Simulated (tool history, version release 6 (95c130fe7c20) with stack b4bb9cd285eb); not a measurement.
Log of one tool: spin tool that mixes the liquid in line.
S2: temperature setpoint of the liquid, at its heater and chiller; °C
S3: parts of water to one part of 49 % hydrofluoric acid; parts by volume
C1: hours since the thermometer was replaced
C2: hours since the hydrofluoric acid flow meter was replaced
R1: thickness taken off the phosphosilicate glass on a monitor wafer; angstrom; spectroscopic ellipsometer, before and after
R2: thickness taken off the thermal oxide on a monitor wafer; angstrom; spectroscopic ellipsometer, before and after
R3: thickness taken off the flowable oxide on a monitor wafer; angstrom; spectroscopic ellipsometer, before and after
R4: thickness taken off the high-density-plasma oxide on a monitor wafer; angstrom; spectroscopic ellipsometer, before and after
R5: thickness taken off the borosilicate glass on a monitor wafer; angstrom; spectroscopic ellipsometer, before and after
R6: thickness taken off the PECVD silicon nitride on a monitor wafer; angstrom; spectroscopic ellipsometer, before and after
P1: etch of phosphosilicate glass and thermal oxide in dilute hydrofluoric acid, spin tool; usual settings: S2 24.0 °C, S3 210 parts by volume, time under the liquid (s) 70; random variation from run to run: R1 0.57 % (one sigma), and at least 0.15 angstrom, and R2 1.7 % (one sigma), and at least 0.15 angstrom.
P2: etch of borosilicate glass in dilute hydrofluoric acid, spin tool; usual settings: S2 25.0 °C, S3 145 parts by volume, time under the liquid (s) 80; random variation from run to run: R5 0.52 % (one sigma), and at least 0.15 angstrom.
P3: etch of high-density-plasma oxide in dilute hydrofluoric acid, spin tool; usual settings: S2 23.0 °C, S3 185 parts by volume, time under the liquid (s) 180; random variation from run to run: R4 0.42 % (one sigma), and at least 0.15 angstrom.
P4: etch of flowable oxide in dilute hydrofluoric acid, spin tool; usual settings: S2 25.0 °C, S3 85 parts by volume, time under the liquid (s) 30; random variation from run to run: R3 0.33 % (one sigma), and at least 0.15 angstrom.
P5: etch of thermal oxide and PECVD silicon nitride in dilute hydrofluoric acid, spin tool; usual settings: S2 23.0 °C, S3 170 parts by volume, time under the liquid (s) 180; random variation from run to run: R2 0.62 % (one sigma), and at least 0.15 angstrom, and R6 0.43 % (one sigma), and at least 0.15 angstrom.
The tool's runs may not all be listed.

run 1 day=0.433 | process_that_ran=P1 S2=24.0 S3=210 time_under_the_liquid_(s)=70 | C1=313.6 C2=514.1 | R1=205.89 R2=14.7610
run 2 day=0.825 | process_that_ran=P4 S2=25.0 S3=85 time_under_the_liquid_(s)=30 | C1=323.0 C2=523.5 | R3=113.880
run 3 day=1.158 | process_that_ran=P1 S2=24.0 S3=210 time_under_the_liquid_(s)=70 | C1=331.0 C2=531.5 | R1=208.78 R2=13.6110
run 4 day=1.525 | process_that_ran=P1 S2=24.0 S3=210 time_under_the_liquid_(s)=35 | C1=339.8 C2=540.3 | R1=103.04 R2=7.0340
run 5 day=2.004 | process_that_ran=P4 S2=25.0 S3=85 time_under_the_liquid_(s)=30 | C1=351.3 C2=551.8 | R3=114.430
run 6 day=2.554 | process_that_ran=P1 S2=17.5 S3=210 time_under_the_liquid_(s)=70 | C1=364.5 C2=565.0 | R1=161.70 R2=11.0070
run 7 day=2.971 | process_that_ran=P3 S2=23.0 S3=185 time_under_the_liquid_(s)=180 | C1=374.5 C2=575.0 | R4=49.383
run 8 day=3.221 | process_that_ran=P2 S2=17.0 S3=145 time_under_the_liquid_(s)=80 | C1=380.5 C2=581.0 | R5=95.051
run 9 day=3.704 | process_that_ran=P1 S2=24.0 S3=210 time_under_the_liquid_(s)=70 | C1=392.1 C2=592.6 | R1=206.60 R2=14.0860
run 10 day=4.212 | process_that_ran=P2 S2=25.0 S3=145 time_under_the_liquid_(s)=145 | C1=404.3 C2=604.8 | R5=235.540
run 11 day=4.529 | process_that_ran=P2 S2=25.0 S3=145 time_under_the_liquid_(s)=80 | C1=411.9 C2=612.4 | R5=130.530
run 12 day=4.983 | process_that_ran=P1 S2=24.0 S3=335 time_under_the_liquid_(s)=70 | C1=422.8 C2=623.3 | R1=112.55 R2=7.7554
run 13 day=5.538 | process_that_ran=P5 S2=23.0 S3=300 time_under_the_liquid_(s)=180 | C1=436.1 C2=636.6 | R2=22.5240 R6=31.643
run 14 day=5.892 | process_that_ran=P1 S2=29.0 S3=210 time_under_the_liquid_(s)=70 | C1=444.6 C2=645.1 | R1=246.84 R2=16.8350
run 15 day=6.171 | process_that_ran=P1 S2=30.5 S3=210 time_under_the_liquid_(s)=40 | C1=451.3 C2=651.8 | R1=148.59 R2=10.1440
run 16 day=6.579 | process_that_ran=P4 S2=25.0 S3=85 time_under_the_liquid_(s)=15 | C1=461.1 C2=661.6 | R3=56.702
run 17 day=7.079 | process_that_ran=P3 S2=28.0 S3=185 time_under_the_liquid_(s)=180 | C1=473.1 C2=673.6 | R4=59.398
run 18 day=7.538 | process_that_ran=P1 S2=24.0 S3=210 time_under_the_liquid_(s)=70 | C1=484.1 C2=684.6 | R1=205.70 R2=13.6790
run 19 day=7.908 | process_that_ran=P5 S2=23.0 S3=170 time_under_the_liquid_(s)=180 | C1=493.0 C2=693.5 | R2=45.1010 R6=55.707
run 20 day=8.146 | process_that_ran=P1 S2=24.0 S3=360 time_under_the_liquid_(s)=125 | C1=498.7 C2=699.2 | R1=185.09 R2=12.6610
run 21 day=8.471 | process_that_ran=P2 S2=25.0 S3=245 time_under_the_liquid_(s)=80 | C1=506.5 C2=707.0 | R5=69.623
run 22 day=9.025 | process_that_ran=P4 S2=25.0 S3=145 time_under_the_liquid_(s)=30 | C1=519.8 C2=720.3 | R3=62.183
run 23 day=9.517 | process_that_ran=P5 S2=23.0 S3=170 time_under_the_liquid_(s)=355 | C1=531.6 C2=732.1 | R2=89.6480 R6=109.840
run 24 day=9.808 | process_that_ran=P4 S2=17.5 S3=85 time_under_the_liquid_(s)=30 | C1=538.6 C2=739.1 | R3=83.920
run 25 day=10.325 | process_that_ran=P3 S2=23.0 S3=330 time_under_the_liquid_(s)=180 | C1=551.0 C2=751.5 | R4=24.127
run 26 day=10.846 | process_that_ran=P5 S2=23.0 S3=170 time_under_the_liquid_(s)=180 | C1=563.5 C2=764.0 | R2=46.0660 R6=55.163
run 27 day=11.217 | process_that_ran=P1 S2=24.0 S3=85 time_under_the_liquid_(s)=70 | C1=572.4 C2=772.9 | R1=594.86 R2=39.4310
run 28 day=11.483 | process_that_ran=P5 S2=28.0 S3=170 time_under_the_liquid_(s)=180 | C1=578.8 C2=779.3 | R2=54.3710 R6=75.737
run 29 day=11.754 | process_that_ran=P3 S2=23.0 S3=185 time_under_the_liquid_(s)=260 | C1=585.3 C2=785.8 | R4=71.529
run 30 day=12.238 | process_that_ran=P1 S2=24.0 S3=210 time_under_the_liquid_(s)=130 | C1=596.9 C2=797.4 | R1=383.72 R2=26.3420
run 31 day=12.550 | process_that_ran=P1 S2=24.0 S3=210 time_under_the_liquid_(s)=70 | C1=604.4 C2=804.9 | R1=206.65 R2=13.9530
run 32 day=12.892 | process_that_ran=P1 S2=24.0 S3=210 time_under_the_liquid_(s)=70 | C1=612.6 C2=813.1 | R1=206.18 R2=13.2640
run 33 day=13.142 | process_that_ran=P1 S2=24.0 S3=210 time_under_the_liquid_(s)=70 | C1=618.6 C2=819.1 | R1=202.77 R2=13.8030
run 34 day=13.625 | process_that_ran=P1 S2=24.0 S3=210 time_under_the_liquid_(s)=70 | C1=630.2 C2=830.7 | R1=198.50 R2=13.8770
run 35 day=13.883 | process_that_ran=P1 S2=24.0 S3=210 time_under_the_liquid_(s)=70 | C1=636.4 C2=836.9 | R1=196.45 R2=13.2240
run 36 day=14.333 | process_that_ran=P1 S2=24.0 S3=210 time_under_the_liquid_(s)=70 | C1=647.2 C2=847.7 | R1=195.15 R2=13.3000
run 37 day=14.788 | process_that_ran=P1 S2=24.0 S3=210 time_under_the_liquid_(s)=70 | C1=658.1 C2=858.6 | R1=195.69 R2=13.4480
run 38 day=15.292 | process_that_ran=P1 S2=24.0 S3=210 time_under_the_liquid_(s)=70 | C1=670.2 C2=870.7 | R1=193.09 R2=13.1430
run 39 day=15.771 | process_that_ran=P1 S2=24.0 S3=210 time_under_the_liquid_(s)=70 | C1=681.7 C2=882.2 | R1=191.94 R2=12.7360
run 40 day=16.033 | process_that_ran=P1 S2=24.0 S3=210 time_under_the_liquid_(s)=70 | C1=688.0 C2=888.5 | R1=191.38 R2=13.1290
run 41 day=16.404 | process_that_ran=P1 S2=24.0 S3=210 time_under_the_liquid_(s)=70 | C1=696.9 C2=897.4 | R1=191.40 R2=13.2110
run 42 day=16.779 | process_that_ran=P1 S2=24.0 S3=210 time_under_the_liquid_(s)=70 | C1=705.9 C2=906.4 | R1=193.07 R2=12.7890
run 43 day=17.096 | process_that_ran=P1 S2=24.0 S3=210 time_under_the_liquid_(s)=70 | C1=713.5 C2=914.0 | R1=191.71 R2=12.7650

What P1 gives has crept away from where it was. These 2 causes fit the log equally well, each at the size given:
A: hydrofluoric acid flow below the setpoint (%) = 6.26
B: liquid colder than its thermometer reads (K) = 2.14
The creep began at about day 12.892.

4 check runs are offered, one wafer each, their results left as question marks. Which one tells the causes apart?
run check 1 day=17.412 | process_that_ran=P2 S2=17.5 S3=185 time_under_the_liquid_(s)=80 | R5=?
run check 2 day=17.412 | process_that_ran=P5 S2=23.0 S3=285 time_under_the_liquid_(s)=325 | R2=? R6=?
run check 3 day=17.412 | process_that_ran=P4 S2=25.0 S3=130 time_under_the_liquid_(s)=15 | R3=?
run check 4 day=17.412 | process_that_ran=P3 S2=23.0 S3=325 time_under_the_liquid_(s)=255 | R4=?

What each check would give under each cause:
check=check_1 result=R5 if_A=67.886 if_B=67.185
check=check_2 result=R2 if_A=40.0040 if_B=40.2410
check=check_2 result=R6 if_A=56.416 if_B=52.584
check=check_3 result=R3 if_A=32.699 if_B=32.438
check=check_4 result=R4 if_A=31.949 if_B=32.252
How far apart the two closest causes lie, in the result that separates them most: check 1 1.04 %; check 2 7.03 %; check 3 0.8 %; check 4 0.94 %
Only check 2 tells the causes apart: in the others they would give nearly the same result.

Then check 2 was run and gave: R2 40.5920 angstrom; R6 56.117 angstrom. Which cause is it?

It is A: hydrofluoric acid flow below the setpoint (%).
